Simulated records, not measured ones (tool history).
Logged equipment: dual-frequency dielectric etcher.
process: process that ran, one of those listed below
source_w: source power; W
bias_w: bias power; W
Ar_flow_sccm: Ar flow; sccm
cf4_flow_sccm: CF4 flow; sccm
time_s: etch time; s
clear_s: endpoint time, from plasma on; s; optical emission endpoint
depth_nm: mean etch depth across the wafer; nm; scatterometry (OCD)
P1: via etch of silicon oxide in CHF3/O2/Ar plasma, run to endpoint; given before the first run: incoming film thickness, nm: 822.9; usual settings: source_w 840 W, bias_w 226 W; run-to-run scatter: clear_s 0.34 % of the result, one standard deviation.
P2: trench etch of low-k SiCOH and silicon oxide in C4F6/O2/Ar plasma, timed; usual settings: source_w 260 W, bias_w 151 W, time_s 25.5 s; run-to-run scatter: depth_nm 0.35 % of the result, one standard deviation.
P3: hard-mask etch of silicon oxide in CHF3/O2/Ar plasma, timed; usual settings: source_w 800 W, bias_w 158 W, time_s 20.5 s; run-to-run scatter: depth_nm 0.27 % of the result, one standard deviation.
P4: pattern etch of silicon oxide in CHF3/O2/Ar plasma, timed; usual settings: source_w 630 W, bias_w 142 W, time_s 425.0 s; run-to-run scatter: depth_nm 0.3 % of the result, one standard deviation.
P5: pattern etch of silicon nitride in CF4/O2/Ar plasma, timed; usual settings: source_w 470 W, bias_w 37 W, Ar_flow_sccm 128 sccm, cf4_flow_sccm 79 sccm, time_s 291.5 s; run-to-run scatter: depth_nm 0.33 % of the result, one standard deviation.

run,day,process,source_w,bias_w,Ar_flow_sccm,cf4_flow_sccm,time_s,hours since the last wet clean,hours since the last source power generator calibration,hours since the last bias power generator calibration,clear_s,depth_nm
1,0.212,P1,840,226,,,,114.6,782.8,1378.2,329.08,
2,0.458,P1,840,226,,,,120.5,788.7,1384.1,330.13,
3,0.675,P5,470,37,128,79,291.5,125.7,793.9,1389.3,,434.250
4,0.917,P5,470,37,128,79,291.5,131.5,799.7,1395.1,,435.960
5,1.162,P5,580,37,128,79,291.5,137.4,805.6,1401.0,,523.930
6,1.296,P5,470,37,128,103,291.5,140.6,808.8,1404.2,,450.910
7,1.504,P2,260,151,,,25.5,145.6,813.8,1409.2,,64.336
# day 1.550: source power generator calibrated
8,1.692,P5,470,47,128,79,291.5,150.1,3.5,1413.7,,477.660
9,1.850,P5,470,37,128,79,174.5,153.9,7.3,1417.5,,260.590
10,1.988,P1,840,226,,,,157.2,10.6,1420.8,329.89,
11,2.138,P4,630,142,,,425.0,160.8,14.2,1424.4,,820.770
12,2.358,P4,630,142,,,234.0,166.1,19.5,1429.7,,452.920
13,2.488,P1,840,226,,,,169.2,22.6,1432.8,329.44,
14,2.700,P3,800,158,,,20.5,174.3,27.7,1437.9,,43.872
15,2.808,P1,1130,226,,,,176.9,30.3,1440.5,294.53,
16,3.000,P3,800,105,,,20.5,181.5,34.9,1445.1,,38.692
17,3.121,P1,520,226,,,,184.4,37.8,1448.0,395.37,
18,3.321,P1,670,175,,,,189.2,42.6,1452.8,391.72,
19,3.471,P1,840,226,,,,192.8,46.2,1456.4,328.72,
20,3.617,P4,630,115,,,425.0,196.3,49.7,1459.9,,768.070
21,3.746,P2,260,151,,,16.0,199.4,52.8,1463.0,,40.382
22,3.912,P2,210,151,,,25.5,203.4,56.8,1467.0,,59.170
23,4.079,P2,260,151,,,25.5,207.4,60.8,1471.0,,64.530
24,4.317,P1,840,315,,,,213.1,66.5,1476.7,293.10,
25,4.496,P3,1120,158,,,20.5,217.4,70.8,1481.0,,50.460
26,4.746,P3,800,158,,,11.5,223.4,76.8,1487.0,,24.702
# day 4.888: wet clean of the chamber
# day 4.938: bias power generator calibrated
27,4.946,P4,370,142,,,425.0,1.5,81.6,0.2,,667.630
28,5.108,P1,840,226,,,,5.4,85.5,4.1,329.55,
29,5.325,P1,840,226,,,,10.6,90.7,9.3,329.26,
30,5.483,P2,260,117,,,25.5,14.4,94.5,13.1,,59.360
31,5.679,P5,470,37,180,79,291.5,19.1,99.2,17.8,,412.190
32,5.812,P1,840,168,,,,22.3,102.4,21.0,361.92,
33,5.958,P1,840,226,,,,25.8,105.9,24.5,331.28,
34,6.158,P1,840,226,,,,30.6,110.7,29.3,327.37,
35,6.367,P1,840,226,,,,35.6,115.7,34.3,327.44,
36,6.504,P1,840,226,,,,38.9,119.0,37.6,326.05,
37,6.633,P1,840,226,,,,42.0,122.1,40.7,324.60,
# day 6.650: wet clean of the chamber
38,6.879,P1,840,226,,,,5.5,128.0,46.6,323.59,
39,7.129,P1,840,226,,,,11.5,134.0,52.6,324.36,
40,7.275,P1,840,226,,,,15.0,137.5,56.1,323.18,
41,7.396,P1,840,226,,,,17.9,140.4,59.0,325.13,

The output of P1 has drifted from where it used to be. Each of the 2 causes below, taken at the size shown beside it, accounts for the log equally well:
A: source power that arrives over what is set, % = 4.53
B: bias power that arrives over what is set, % = 5
The onset of the drift is placed at about day 5.958.
Ruled out, with reasons:
chamber walls in a state that raises the etch rate, %: its service at day 6.650 followed the start of the drift and did not put the process back to its old value

4 check runs are offered, each on 2 wafers whose results are averaged, their results left as question marks. Which one tells the causes apart?
check 1,7.517,P4,370,142,,,278.0,,,,,?
check 2,7.517,P2,210,151,,,17.0,,,,,?
check 3,7.517,P3,1090,106,,,20.5,,,,,?
check 4,7.517,P5,470,37,128,101,291.5,,,,,?

Predicted outcomes, by check and by cause:
check,result,if A,if B
check 1,depth_nm,444.710,444.370
check 2,depth_nm,40.253,40.191
check 3,depth_nm,44.833,44.655
check 4,depth_nm,469.970,460.230
Smallest distance between any two causes, each pair judged by its most separating result, in per cent: check 1 0.08 %; check 2 0.16 %; check 3 0.4 %; check 4 2.09 %
Check 4 is the one run that separates the causes; every other check would come out nearly the same whichever cause is at work.

Check 4 has now been run. It gave: depth_nm 461.510 nm. Which of the candidate causes is it?

It is B: bias power that arrives over what is set, %.
